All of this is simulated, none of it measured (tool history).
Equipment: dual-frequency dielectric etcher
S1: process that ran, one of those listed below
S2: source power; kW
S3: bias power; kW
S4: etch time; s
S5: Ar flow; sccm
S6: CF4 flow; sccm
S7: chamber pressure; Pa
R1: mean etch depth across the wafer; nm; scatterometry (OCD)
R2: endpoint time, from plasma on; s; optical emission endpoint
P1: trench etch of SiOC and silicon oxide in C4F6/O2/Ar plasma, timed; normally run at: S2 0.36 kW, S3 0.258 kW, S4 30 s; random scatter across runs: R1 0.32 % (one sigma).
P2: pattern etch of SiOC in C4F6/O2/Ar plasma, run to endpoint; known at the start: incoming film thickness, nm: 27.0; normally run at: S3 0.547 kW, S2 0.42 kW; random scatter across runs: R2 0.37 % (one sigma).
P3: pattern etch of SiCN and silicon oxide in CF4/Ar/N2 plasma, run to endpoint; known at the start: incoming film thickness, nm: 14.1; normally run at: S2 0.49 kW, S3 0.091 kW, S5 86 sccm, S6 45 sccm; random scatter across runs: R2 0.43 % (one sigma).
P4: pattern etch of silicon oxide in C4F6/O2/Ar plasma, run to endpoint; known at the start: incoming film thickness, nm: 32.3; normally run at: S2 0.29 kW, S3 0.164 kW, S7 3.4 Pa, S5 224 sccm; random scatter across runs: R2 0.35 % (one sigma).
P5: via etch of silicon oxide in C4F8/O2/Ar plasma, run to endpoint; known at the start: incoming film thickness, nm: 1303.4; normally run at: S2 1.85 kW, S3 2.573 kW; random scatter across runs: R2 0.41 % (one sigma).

run,hour,S1,S2,S3,S4,S5,S6,S7,R1,R2
1,5,P1,0.36,0.258,30,,,,63.88,
2,8.6,P3,0.49,0.091,,86,58,,,14.106
3,15.4,P2,0.53,0.547,,,,,,7.7964
4,21.6,P1,0.36,0.315,30,,,,68.85,
5,26.5,P1,0.24,0.258,21,,,,38.215,
6,31.8,P5,1.85,2.573,,,,,,245.66
7,36.3,P5,1.85,3.205,,,,,,231.04
8,42.6,P1,0.36,0.258,38.5,,,,82.306,
9,46.2,P4,0.29,0.23,,224,,3.4,,10.296
10,49.4,P1,0.36,0.258,30,,,,64.286,
11,55.2,P4,0.29,0.164,,224,,3.4,,11.505
12,61.1,P4,0.29,0.164,,306,,3.4,,11.844
13,65.3,P2,0.42,0.547,,,,,,8.393
14,71.3,P3,0.49,0.091,,86,45,,,14.565
15,75.9,P4,0.29,0.164,,224,,3.4,,11.477
16,80.3,P3,0.49,0.091,,109,45,,,14.984
17,87.3,P1,0.36,0.258,30,,,,63.942,
18,91.4,P4,0.29,0.164,,224,,4.33,,11.802
19,97.6,P1,0.36,0.339,43,,,,101.41,
20,101.2,P1,0.27,0.258,30,,,,57.753,
21,104.8,P1,0.36,0.258,30,,,,64.042,
22,108.3,P1,0.36,0.258,30,,,,63.946,
23,114,P4,0.38,0.164,,224,,3.4,,10.381
24,118.8,P1,0.36,0.308,37,,,,84.388,
25,124.2,P1,0.36,0.258,16.5,,,,35.351,
26,128.7,P3,0.49,0.06,,86,45,,,17.119
27,135.4,P5,2.59,2.573,,,,,,214.29

What will run 28 give?
28,140.5,P5,1.85,2.573,,,,,,?

{"run 28": {"R2": 245}}

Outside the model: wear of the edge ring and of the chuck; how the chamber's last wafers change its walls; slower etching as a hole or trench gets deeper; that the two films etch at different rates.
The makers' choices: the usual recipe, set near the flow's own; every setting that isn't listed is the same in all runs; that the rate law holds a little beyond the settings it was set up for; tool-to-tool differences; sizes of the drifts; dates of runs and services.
